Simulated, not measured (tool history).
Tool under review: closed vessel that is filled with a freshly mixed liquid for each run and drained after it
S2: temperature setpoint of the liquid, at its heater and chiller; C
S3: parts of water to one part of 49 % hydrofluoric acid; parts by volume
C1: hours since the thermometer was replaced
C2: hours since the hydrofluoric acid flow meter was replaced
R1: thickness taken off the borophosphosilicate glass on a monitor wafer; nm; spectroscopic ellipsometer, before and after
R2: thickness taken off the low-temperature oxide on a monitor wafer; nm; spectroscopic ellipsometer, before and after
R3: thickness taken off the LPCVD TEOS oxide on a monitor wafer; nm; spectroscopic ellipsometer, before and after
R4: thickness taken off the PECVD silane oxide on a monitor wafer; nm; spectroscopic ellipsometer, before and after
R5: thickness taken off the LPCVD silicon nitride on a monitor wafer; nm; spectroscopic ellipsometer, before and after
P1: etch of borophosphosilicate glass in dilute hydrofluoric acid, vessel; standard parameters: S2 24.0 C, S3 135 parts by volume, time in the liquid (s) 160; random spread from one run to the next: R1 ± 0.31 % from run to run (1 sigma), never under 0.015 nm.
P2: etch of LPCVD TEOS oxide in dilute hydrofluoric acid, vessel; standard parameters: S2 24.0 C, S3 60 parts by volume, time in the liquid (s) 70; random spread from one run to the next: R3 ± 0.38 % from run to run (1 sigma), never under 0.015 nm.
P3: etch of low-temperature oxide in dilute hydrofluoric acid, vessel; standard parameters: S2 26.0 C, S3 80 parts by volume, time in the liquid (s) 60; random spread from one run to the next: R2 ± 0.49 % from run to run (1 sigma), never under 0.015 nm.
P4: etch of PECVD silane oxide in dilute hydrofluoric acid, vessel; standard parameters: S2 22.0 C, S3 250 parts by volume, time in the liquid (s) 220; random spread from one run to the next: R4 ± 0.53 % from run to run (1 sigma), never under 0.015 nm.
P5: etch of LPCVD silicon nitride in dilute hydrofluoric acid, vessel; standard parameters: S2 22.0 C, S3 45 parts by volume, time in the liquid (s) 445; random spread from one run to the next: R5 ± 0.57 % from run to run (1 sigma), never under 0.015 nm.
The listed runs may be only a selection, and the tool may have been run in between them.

Run 1, hour 12.5: process that ran P1, S2 24.0 C, S3 135 parts by volume, time in the liquid (s) 160; C1 903.8; C2 1700.8. Result: R1 43.471 nm.
Run 2, hour 25.9: process that ran P3, S2 26.0 C, S3 140 parts by volume, time in the liquid (s) 60; C1 917.2; C2 1714.2. Result: R2 8.0460 nm.
Run 3, hour 32.9: process that ran P1, S2 24.0 C, S3 135 parts by volume, time in the liquid (s) 50; C1 924.2; C2 1721.2. Result: R1 13.596 nm.
Run 4, hour 45.6: process that ran P1, S2 17.0 C, S3 135 parts by volume, time in the liquid (s) 85; C1 936.9; C2 1733.9. Result: R1 17.501 nm.
Run 5, hour 53.8: process that ran P2, S2 24.0 C, S3 60 parts by volume, time in the liquid (s) 70; C1 945.1; C2 1742.1. Result: R3 21.442 nm.
Run 6, hour 65.6: process that ran P4, S2 22.0 C, S3 435 parts by volume, time in the liquid (s) 220; C1 956.9; C2 1753.9. Result: R4 14.789 nm.
Run 7, hour 77.8: process that ran P4, S2 22.0 C, S3 250 parts by volume, time in the liquid (s) 220; C1 969.1; C2 1766.1. Result: R4 30.183 nm.
Run 8, hour 85.4: process that ran P1, S2 24.0 C, S3 135 parts by volume, time in the liquid (s) 160; C1 976.7; C2 1773.7. Result: R1 43.640 nm.
Run 9, hour 94.5: process that ran P1, S2 24.0 C, S3 135 parts by volume, time in the liquid (s) 160; C1 985.8; C2 1782.8. Result: R1 43.460 nm.
Run 10, hour 100.5: process that ran P4, S2 17.0 C, S3 250 parts by volume, time in the liquid (s) 220; C1 991.8; C2 1788.8. Result: R4 25.014 nm.
Run 11, hour 107.5: process that ran P4, S2 22.0 C, S3 250 parts by volume, time in the liquid (s) 315; C1 998.8; C2 1795.8. Result: R4 42.899 nm.
Run 12, hour 113.5: process that ran P2, S2 24.0 C, S3 105 parts by volume, time in the liquid (s) 70; C1 1004.8; C2 1801.8. Result: R3 11.614 nm.
Run 13, hour 122.6: process that ran P3, S2 26.0 C, S3 80 parts by volume, time in the liquid (s) 60; C1 1013.9; C2 1810.9. Result: R2 15.0380 nm.
Run 14, hour 132.0: process that ran P4, S2 22.0 C, S3 250 parts by volume, time in the liquid (s) 220; C1 1023.3; C2 1820.3. Result: R4 30.163 nm.
Run 15, hour 139.4: process that ran P1, S2 17.5 C, S3 135 parts by volume, time in the liquid (s) 160; C1 1030.7; C2 1827.7. Result: R1 33.587 nm.
Run 16, hour 148.1: process that ran P1, S2 24.0 C, S3 205 parts by volume, time in the liquid (s) 160; C1 1039.4; C2 1836.4. Result: R1 26.404 nm.
Run 17, hour 160.5: process that ran P5, S2 29.5 C, S3 45 parts by volume, time in the liquid (s) 445; C1 1051.8; C2 1848.8. Result: R5 6.8457 nm.
Run 18, hour 167.7: process that ran P5, S2 22.0 C, S3 45 parts by volume, time in the liquid (s) 445; C1 1059.0; C2 1856.0. Result: R5 4.1531 nm.
Run 19, hour 180.4: process that ran P1, S2 24.0 C, S3 70 parts by volume, time in the liquid (s) 160; C1 1071.7; C2 1868.7. Result: R1 91.428 nm.
Run 20, hour 189.8: process that ran P1, S2 24.0 C, S3 135 parts by volume, time in the liquid (s) 160; C1 1081.1; C2 1878.1. Result: R1 43.588 nm.
Run 21, hour 202.6: process that ran P1, S2 28.0 C, S3 135 parts by volume, time in the liquid (s) 160; C1 1093.9; C2 1890.9. Result: R1 50.578 nm.
Run 22, hour 214.8: process that ran P5, S2 22.0 C, S3 25 parts by volume, time in the liquid (s) 445; C1 1106.1; C2 1903.1. Result: R5 7.3430 nm.
Run 23, hour 223.4: process that ran P5, S2 22.0 C, S3 45 parts by volume, time in the liquid (s) 820; C1 1114.7; C2 1911.7. Result: R5 7.7197 nm.
Run 24, hour 230.5: process that ran P3, S2 26.0 C, S3 80 parts by volume, time in the liquid (s) 60; C1 1121.8; C2 1918.8. Result: R2 15.3480 nm.
Run 25, hour 236.6: process that ran P3, S2 18.5 C, S3 80 parts by volume, time in the liquid (s) 60; C1 1127.9; C2 1924.9. Result: R2 11.2770 nm.
Run 26, hour 246.6: process that ran P3, S2 26.0 C, S3 80 parts by volume, time in the liquid (s) 30; C1 1137.9; C2 1934.9. Result: R2 7.5596 nm.
Run 27, hour 257.0: process that ran P2, S2 24.0 C, S3 60 parts by volume, time in the liquid (s) 70; C1 1148.3; C2 1945.3. Result: R3 21.309 nm.
Run 28, hour 266.5: process that ran P1, S2 24.0 C, S3 135 parts by volume, time in the liquid (s) 275; C1 1157.8; C2 1954.8. Result: R1 75.031 nm.
Run 29, hour 272.6: process that ran P2, S2 24.0 C, S3 60 parts by volume, time in the liquid (s) 40; C1 1163.9; C2 1960.9. Result: R3 12.206 nm.
Run 30, hour 284.3: process that ran P2, S2 30.5 C, S3 60 parts by volume, time in the liquid (s) 70; C1 1175.6; C2 1972.6. Result: R3 27.641 nm.
Run 31, hour 292.7: process that ran P1, S2 24.0 C, S3 135 parts by volume, time in the liquid (s) 160; C1 1184.0; C2 1981.0. Result: R1 43.625 nm.
Run 32, hour 299.3: process that ran P1, S2 24.0 C, S3 135 parts by volume, time in the liquid (s) 160; C1 1190.6; C2 1987.6. Result: R1 44.655 nm.
Run 33, hour 305.8: process that ran P1, S2 24.0 C, S3 135 parts by volume, time in the liquid (s) 160; C1 1197.1; C2 1994.1. Result: R1 45.116 nm.
Run 34, hour 316.5: process that ran P1, S2 24.0 C, S3 135 parts by volume, time in the liquid (s) 160; C1 1207.8; C2 2004.8. Result: R1 45.864 nm.
Run 35, hour 325.3: process that ran P1, S2 24.0 C, S3 135 parts by volume, time in the liquid (s) 160; C1 1216.6; C2 2013.6. Result: R1 46.282 nm.
Run 36, hour 335.5: process that ran P1, S2 24.0 C, S3 135 parts by volume, time in the liquid (s) 160; C1 1226.8; C2 2023.8. Result: R1 46.684 nm.
Run 37, hour 342.5: process that ran P1, S2 24.0 C, S3 135 parts by volume, time in the liquid (s) 160; C1 1233.8; C2 2030.8. Result: R1 46.545 nm.
Run 38, hour 349.5: process that ran P1, S2 24.0 C, S3 135 parts by volume, time in the liquid (s) 160; C1 1240.8; C2 2037.8. Result: R1 46.790 nm.
Run 39, hour 356.3: process that ran P1, S2 24.0 C, S3 135 parts by volume, time in the liquid (s) 160; C1 1247.6; C2 2044.6. Result: R1 46.965 nm.
Run 40, hour 365.4: process that ran P1, S2 24.0 C, S3 135 parts by volume, time in the liquid (s) 160; C1 1256.7; C2 2053.7. Result: R1 46.853 nm.

What P1 gives has crept off from where it sat before. The 2 causes that follow fit the log equally well, each at the size noted:
A: hydrofluoric acid flow above the setpoint (%) = 6.51
B: liquid hotter than its thermometer reads (K) = 1.91
The creep began at about hour 292.7.

Which of the 4 check runs listed below separates the causes, so that each cause would produce a clearly different result? Each run uses one wafer, and its results are marked with question marks.
Run check 1, hour 374.5: process that ran P3, S2 26.0 C, S3 80 parts by volume, time in the liquid (s) 60. Result: R2 ?.
Run check 2, hour 374.5: process that ran P5, S2 22.0 C, S3 45 parts by volume, time in the liquid (s) 445. Result: R5 ?.
Run check 3, hour 374.5: process that ran P2, S2 24.0 C, S3 60 parts by volume, time in the liquid (s) 70. Result: R3 ?.
Run check 4, hour 374.5: process that ran P4, S2 22.0 C, S3 250 parts by volume, time in the liquid (s) 220. Result: R4 ?.

Expected result of each check under each candidate cause:
  check  result     if A     if B
check 1      R2  16.2910  16.3770
check 2      R5   4.4477   4.7642
check 3      R3   22.872   23.090
check 4      R4   32.702   32.413
Separation of the two closest causes in each check, using whichever result separates them best: check 1 0.53 %; check 2 6.88 %; check 3 0.95 %; check 4 0.89 %
The causes can be told apart only by check 2. The other checks would give nearly the same results under each of them.

Then check 2 was run and gave: R5 4.7778 nm. Which cause is it?

Of the candidate causes, it is B: liquid hotter than its thermometer reads (K).

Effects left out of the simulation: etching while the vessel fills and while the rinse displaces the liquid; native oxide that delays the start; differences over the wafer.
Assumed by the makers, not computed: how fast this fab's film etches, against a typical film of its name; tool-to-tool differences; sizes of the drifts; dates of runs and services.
